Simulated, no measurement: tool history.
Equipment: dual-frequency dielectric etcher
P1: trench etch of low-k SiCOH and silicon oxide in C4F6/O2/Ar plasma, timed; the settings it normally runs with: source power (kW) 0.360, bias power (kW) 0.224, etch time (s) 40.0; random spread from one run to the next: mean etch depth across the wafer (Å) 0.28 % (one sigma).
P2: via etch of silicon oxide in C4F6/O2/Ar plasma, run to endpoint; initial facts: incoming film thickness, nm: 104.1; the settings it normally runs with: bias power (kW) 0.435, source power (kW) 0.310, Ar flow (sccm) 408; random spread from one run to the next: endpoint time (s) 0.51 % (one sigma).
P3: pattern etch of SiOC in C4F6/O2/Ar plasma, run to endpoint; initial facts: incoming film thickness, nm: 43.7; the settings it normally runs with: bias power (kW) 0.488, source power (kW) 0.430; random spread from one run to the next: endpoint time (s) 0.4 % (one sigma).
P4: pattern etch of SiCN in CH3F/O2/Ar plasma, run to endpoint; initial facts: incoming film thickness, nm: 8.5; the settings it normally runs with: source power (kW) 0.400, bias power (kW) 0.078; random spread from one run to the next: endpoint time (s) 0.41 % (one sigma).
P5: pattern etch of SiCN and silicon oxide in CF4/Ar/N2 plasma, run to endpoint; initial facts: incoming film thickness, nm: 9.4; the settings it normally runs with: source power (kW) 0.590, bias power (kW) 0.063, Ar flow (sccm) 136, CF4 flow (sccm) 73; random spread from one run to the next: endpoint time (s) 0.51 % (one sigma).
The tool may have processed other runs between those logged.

| run | hour | process that ran | source power (kW) | bias power (kW) | etch time (s) | Ar flow (sccm) | CF4 flow (sccm) | mean etch depth across the wafer (Å) | endpoint time (s) |
|---|---|---|---|---|---|---|---|---|---|
| 1 | 13.8 | P1 | 0.360 | 0.224 | 40.0 |  |  | 1369.80 |  |
| 2 | 27.4 | P2 | 0.310 | 0.435 |  | 408 |  |  | 28.1020 |
| 3 | 36.0 | P5 | 0.590 | 0.063 |  | 136 | 98 |  | 8.8735 |
| 4 | 45.3 | P1 | 0.360 | 0.224 | 40.0 |  |  | 1368.60 |  |
| 5 | 61.5 | P3 | 0.430 | 0.488 |  |  |  |  | 14.3400 |
| 6 | 75.4 | P1 | 0.230 | 0.224 | 40.0 |  |  | 1154.40 |  |
| 7 | 89.8 | P1 | 0.360 | 0.224 | 22.0 |  |  | 755.18 |  |
| 8 | 104.9 | P4 | 0.400 | 0.097 |  |  |  |  | 20.8070 |
| 9 | 114.7 | P1 | 0.360 | 0.224 | 40.0 |  |  | 1364.70 |  |
| 10 | 125.6 | P1 | 0.480 | 0.224 | 40.0 |  |  | 1539.90 |  |
| 11 | 133.5 | P4 | 0.400 | 0.078 |  |  |  |  | 22.4960 |
| 12 | 146.0 | P2 | 0.190 | 0.435 |  | 408 |  |  | 33.7080 |
| 13 | 156.2 | P5 | 0.830 | 0.063 |  | 136 | 73 |  | 6.8980 |
| 14 | 168.5 | P4 | 0.530 | 0.078 |  |  |  |  | 20.3440 |
| 15 | 182.2 | P1 | 0.360 | 0.285 | 40.0 |  |  | 1485.30 |  |
| 16 | 197.9 | P1 | 0.360 | 0.224 | 59.5 |  |  | 2037.90 |  |
| 17 | 209.3 | P3 | 0.430 | 0.649 |  |  |  |  | 12.9700 |
| 18 | 219.5 | P1 | 0.360 | 0.224 | 40.0 |  |  | 1375.80 |  |
| 19 | 230.2 | P4 | 0.400 | 0.078 |  |  |  |  | 22.5590 |
|  | 238.7 | source power generator calibrated |
| 20 | 245.4 | P2 | 0.310 | 0.519 |  | 408 |  |  | 26.6140 |
| 21 | 259.0 | P5 | 0.590 | 0.063 |  | 136 | 73 |  | 9.2824 |
| 22 | 272.3 | P1 | 0.430 | 0.224 | 49.0 |  |  | 1804.90 |  |
| 23 | 286.0 | P1 | 0.420 | 0.224 | 48.0 |  |  | 1748.60 |  |
| 24 | 293.0 | P1 | 0.360 | 0.164 | 40.0 |  |  | 1239.70 |  |
| 25 | 305.4 | P2 | 0.310 | 0.435 |  | 499 |  |  | 28.8880 |
| 26 | 321.5 | P5 | 0.590 | 0.063 |  | 136 | 73 |  | 9.3033 |
| 27 | 330.3 | P5 | 0.590 | 0.063 |  | 80 | 73 |  | 8.6089 |
| 28 | 344.5 | P3 | 0.250 | 0.488 |  |  |  |  | 17.5230 |

Estimate the outcome of run 29 from the log above:
| 29 | 357.5 | P5 | 0.590 | 0.040 |  | 136 | 73 |  | ? |

Run 29 measured endpoint time (s) 10.7960.
